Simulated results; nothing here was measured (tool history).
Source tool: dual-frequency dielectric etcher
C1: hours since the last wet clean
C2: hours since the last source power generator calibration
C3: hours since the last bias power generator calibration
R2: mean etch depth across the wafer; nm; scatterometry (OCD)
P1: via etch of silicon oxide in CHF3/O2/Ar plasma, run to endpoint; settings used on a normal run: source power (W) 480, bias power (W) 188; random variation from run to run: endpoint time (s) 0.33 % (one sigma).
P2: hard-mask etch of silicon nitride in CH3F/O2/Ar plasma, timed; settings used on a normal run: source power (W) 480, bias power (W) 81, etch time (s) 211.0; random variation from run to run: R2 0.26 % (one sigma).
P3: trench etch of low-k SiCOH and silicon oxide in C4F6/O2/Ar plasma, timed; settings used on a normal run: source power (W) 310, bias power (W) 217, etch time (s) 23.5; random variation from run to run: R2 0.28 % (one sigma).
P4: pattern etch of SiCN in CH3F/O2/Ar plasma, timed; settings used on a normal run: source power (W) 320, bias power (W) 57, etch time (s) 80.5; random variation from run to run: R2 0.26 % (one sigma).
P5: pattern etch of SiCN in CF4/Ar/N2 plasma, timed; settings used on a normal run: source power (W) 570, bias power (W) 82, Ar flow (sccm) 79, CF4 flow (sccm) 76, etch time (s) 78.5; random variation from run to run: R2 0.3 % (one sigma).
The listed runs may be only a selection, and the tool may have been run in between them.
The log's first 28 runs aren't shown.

run 29 hour=221.2 | process_that_ran=P5 source_power_(W)=570 bias_power_(W)=52 etch_time_(s)=78.5 Ar_flow_(sccm)=79 CF4_flow_(sccm)=76 | C1=399.9 C2=2629.7 C3=2405.1 | R2=77.984
run 30 hour=226.2 | process_that_ran=P5 source_power_(W)=570 bias_power_(W)=82 etch_time_(s)=78.5 Ar_flow_(sccm)=79 CF4_flow_(sccm)=105 | C1=404.9 C2=2634.7 C3=2410.1 | R2=93.968
run 31 hour=236.7 | process_that_ran=P5 source_power_(W)=400 bias_power_(W)=82 etch_time_(s)=78.5 Ar_flow_(sccm)=79 CF4_flow_(sccm)=76 | C1=415.4 C2=2645.2 C3=2420.6 | R2=65.890
run 32 hour=241.7 | process_that_ran=P1 source_power_(W)=480 bias_power_(W)=188 | C1=420.4 C2=2650.2 C3=2425.6 | endpoint_time_(s)=436.07
run 33 hour=250.7 | process_that_ran=P1 source_power_(W)=480 bias_power_(W)=188 | C1=429.4 C2=2659.2 C3=2434.6 | endpoint_time_(s)=439.58
run 34 hour=260.0 | process_that_ran=P1 source_power_(W)=480 bias_power_(W)=188 | C1=438.7 C2=2668.5 C3=2443.9 | endpoint_time_(s)=433.09
run 35 hour=266.0 | process_that_ran=P1 source_power_(W)=480 bias_power_(W)=188 | C1=444.7 C2=2674.5 C3=2449.9 | endpoint_time_(s)=432.82
run 36 hour=273.5 | process_that_ran=P1 source_power_(W)=480 bias_power_(W)=188 | C1=452.2 C2=2682.0 C3=2457.4 | endpoint_time_(s)=435.09
run 37 hour=279.1 | process_that_ran=P1 source_power_(W)=480 bias_power_(W)=188 | C1=457.8 C2=2687.6 C3=2463.0 | endpoint_time_(s)=435.17
-- hour=281.9 wet clean of the chamber
run 38 hour=286.6 | process_that_ran=P1 source_power_(W)=480 bias_power_(W)=188 | C1=4.7 C2=2695.1 C3=2470.5 | endpoint_time_(s)=434.62
run 39 hour=291.7 | process_that_ran=P1 source_power_(W)=480 bias_power_(W)=188 | C1=9.8 C2=2700.2 C3=2475.6 | endpoint_time_(s)=433.89
run 40 hour=300.0 | process_that_ran=P1 source_power_(W)=480 bias_power_(W)=188 | C1=18.1 C2=2708.5 C3=2483.9 | endpoint_time_(s)=433.26
run 41 hour=305.1 | process_that_ran=P1 source_power_(W)=480 bias_power_(W)=188 | C1=23.2 C2=2713.6 C3=2489.0 | endpoint_time_(s)=432.98
run 42 hour=309.9 | process_that_ran=P1 source_power_(W)=480 bias_power_(W)=188 | C1=28.0 C2=2718.4 C3=2493.8 | endpoint_time_(s)=433.61

Forecast run 43:
run 43 hour=315.6 | process_that_ran=P1 source_power_(W)=480 bias_power_(W)=188 | C1=33.7 C2=2724.1 C3=2499.5 | endpoint_time_(s)=?

{"run 43": {"endpoint time (s)": 431.25}}

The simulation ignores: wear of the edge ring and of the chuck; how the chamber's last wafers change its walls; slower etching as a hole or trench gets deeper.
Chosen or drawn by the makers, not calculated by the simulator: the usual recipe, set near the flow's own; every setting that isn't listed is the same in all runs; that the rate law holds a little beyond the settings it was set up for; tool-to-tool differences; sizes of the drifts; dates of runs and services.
